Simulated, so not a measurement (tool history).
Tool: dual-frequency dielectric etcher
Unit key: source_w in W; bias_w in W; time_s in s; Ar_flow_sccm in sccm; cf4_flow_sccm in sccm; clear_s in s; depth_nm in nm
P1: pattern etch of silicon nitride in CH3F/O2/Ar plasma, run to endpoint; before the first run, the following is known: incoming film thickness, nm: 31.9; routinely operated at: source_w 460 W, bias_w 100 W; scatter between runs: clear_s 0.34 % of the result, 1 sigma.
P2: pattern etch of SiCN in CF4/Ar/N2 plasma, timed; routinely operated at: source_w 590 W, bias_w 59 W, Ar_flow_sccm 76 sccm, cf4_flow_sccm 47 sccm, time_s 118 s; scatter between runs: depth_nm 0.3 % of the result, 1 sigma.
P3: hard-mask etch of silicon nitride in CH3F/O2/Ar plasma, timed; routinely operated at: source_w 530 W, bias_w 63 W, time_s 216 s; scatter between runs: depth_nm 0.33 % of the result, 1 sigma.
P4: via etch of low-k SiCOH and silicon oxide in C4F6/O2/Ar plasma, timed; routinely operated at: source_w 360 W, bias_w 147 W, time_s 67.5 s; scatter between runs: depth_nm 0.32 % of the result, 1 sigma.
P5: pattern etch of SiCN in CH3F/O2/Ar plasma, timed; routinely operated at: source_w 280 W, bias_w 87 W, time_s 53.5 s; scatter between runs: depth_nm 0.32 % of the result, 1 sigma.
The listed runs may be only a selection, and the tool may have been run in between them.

run,hour,process,source_w,bias_w,time_s,Ar_flow_sccm,cf4_flow_sccm,hours since the last wet clean,hours since the last source power generator calibration,hours since the last bias power generator calibration,clear_s,depth_nm
1,13.8,P1,460,100,,,,209.3,1548.1,2176.4,39.069,
2,26.5,P5,280,87,70.5,,,222,1560.8,2189.1,,24.655
3,39.6,P5,280,120,53.5,,,235.1,1573.9,2202.2,,21.188
4,50.8,P1,460,127,,,,246.3,1585.1,2213.4,35.697,
5,62.6,P1,460,100,,,,258.1,1596.9,2225.2,38.967,
6,71.2,P1,550,100,,,,266.7,1605.5,2233.8,36.677,
7,79.2,P4,470,147,67.5,,,274.7,1613.5,2241.8,,179.27
8,93,P3,530,40,216,,,288.5,1627.3,2255.6,,148.46
9,108.1,P1,610,83,,,,303.6,1642.4,2270.7,37.669,
10,114.9,P3,530,63,216,,,310.4,1649.2,2277.5,,169.51
11,123.8,P5,350,87,53.5,,,319.3,1658.1,2286.4,,20.372
12,134.6,P2,590,59,118,76,64,330.1,1668.9,2297.2,,125.73
13,149.6,P2,590,59,118,56,47,345.1,1683.9,2312.2,,125.67
14,163.9,P4,360,147,67.5,,,359.4,1698.2,2326.5,,159.91
15,172.3,P1,460,100,,,,367.8,1706.6,2334.9,39.004,
16,182.4,P2,590,59,118,76,47,377.9,1716.7,2345,,119.46
17,193.2,P1,460,100,,,,388.7,1727.5,2355.8,39.133,
18,201.2,P4,360,147,45,,,396.7,1735.5,2363.8,,107.64
19,212.9,P2,590,59,69.5,76,47,408.4,1747.2,2375.5,,70.638

Run 20 is up next; what results do you expect?
20,221.7,P1,460,68,,,,417.2,1756,2384.3,?,

clear_s: 44.773 s

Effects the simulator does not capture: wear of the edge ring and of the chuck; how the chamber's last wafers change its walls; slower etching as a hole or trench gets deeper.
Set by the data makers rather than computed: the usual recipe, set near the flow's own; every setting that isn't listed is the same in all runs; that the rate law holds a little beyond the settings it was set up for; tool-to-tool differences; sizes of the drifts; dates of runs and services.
